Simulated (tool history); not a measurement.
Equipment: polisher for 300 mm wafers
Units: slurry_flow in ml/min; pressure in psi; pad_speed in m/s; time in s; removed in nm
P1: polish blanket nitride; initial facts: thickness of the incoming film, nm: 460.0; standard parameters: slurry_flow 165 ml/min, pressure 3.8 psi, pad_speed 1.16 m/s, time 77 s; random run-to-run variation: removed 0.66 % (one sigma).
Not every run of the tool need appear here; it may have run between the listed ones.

run	day	slurry_flow	pressure	pad_speed	time	wafers polished on this pad	hours since the slurry nozzle was cleaned	hours since the head pressure was calibrated	removed
1	0.100	165	3.8	1.16	77	415	251.5	43.1	163.700
2	0.225	165	1.9	1.16	77	436	254.5	46.1	82.258
3	0.338	115	3.8	1.16	77	454	257.2	48.8	154.780
4	0.458	165	3.8	1.64	77	475	260.1	51.7	218.210
5	0.588	250	3.8	1.16	77	496	263.2	54.8	176.420
6	0.771	165	3.8	0.52	77	526	267.6	59.2	86.581
7	0.962	165	3.8	1.16	98	558	272.2	63.8	208.520
8	1.125	100	3.8	1.16	94	585	276.1	67.7	182.450
9	1.296	165	3.8	1.16	77	614	280.2	71.8	164.810
10	1.421	165	3.8	1.16	77	635	283.2	74.8	164.910
11	1.529	215	3.8	1.66	77	653	285.8	77.4	226.710
12	1.625	165	3.8	1.46	116	668	288.1	79.7	296.140
13	1.758	165	3.8	1.16	77	691	291.3	82.9	165.720
14	1.946	165	3.8	1.16	35	722	295.8	87.4	74.714
15	2.083	165	3.8	1.16	77	745	299.1	90.7	165.680
16	2.262	165	5.9	1.16	77	774	303.4	95.0	257.080
17	2.438	165	3.8	1.16	77	804	307.6	99.2	164.840
18	2.583	165	3.8	1.16	77	828	311.1	102.7	164.710
19	2.696	165	3.8	1.16	77	846	313.8	105.4	160.290
20	2.871	165	3.8	1.16	77	876	318.0	109.6	155.140
21	2.967	165	3.8	1.16	77	892	320.3	111.9	154.110
22	3.117	165	3.8	1.16	77	916	323.9	115.5	150.540
23	3.279	165	3.8	1.16	77	943	327.8	119.4	151.430
24	3.429	165	3.8	1.16	77	968	331.4	123.0	151.650
25	3.533	165	3.8	1.16	77	986	333.9	125.5	150.550
# day 3.562: head pressure recalibrated
26	3.712	165	3.8	1.16	77	1015	338.2	3.7	148.300
27	3.862	165	3.8	1.16	77	1040	341.8	7.3	150.510
28	3.967	165	3.8	1.16	77	1058	344.3	9.8	150.500

What P1 gives has crept away from where it was. These 2 causes fit the log equally well, each at the size given:
A: slurry flow missing at the pad, % = 39.3
B: removal rate lost through wear of the pad, % = 9.47
Creep in the process output first set in at about day 2.583.
Why every other cause is out:
head's pressure below its setpoint, %: serviced at day 3.562, after the change had begun; the process did not return to its earlier output

Of the 4 check runs below, each run on 3 wafers with the results averaged and each result still a question mark, which one would tell the listed causes apart?
check 1	4.071	165	5.8	0.70	77				?
check 2	4.071	240	3.8	1.16	41				?
check 3	4.071	165	1.9	1.40	77				?
check 4	4.071	165	2.8	1.16	60				?

Check results expected under each cause:
check	result	if A	if B
check 1	removed	151.890	151.870
check 2	removed	85.866	83.398
check 3	removed	86.632	86.622
check 4	removed	85.587	85.577
Separation of the two closest causes in each check, using whichever result separates them best: check 1 0.01 %; check 2 2.92 %; check 3 0.01 %; check 4 0.01 %
Only check 2 tells the causes apart: in the others they would give nearly the same result.

With check 2 done, the readings were: removed 83.653 nm. Identify which of the listed causes applies.

Of the candidate causes, it is B: removal rate lost through wear of the pad, %.
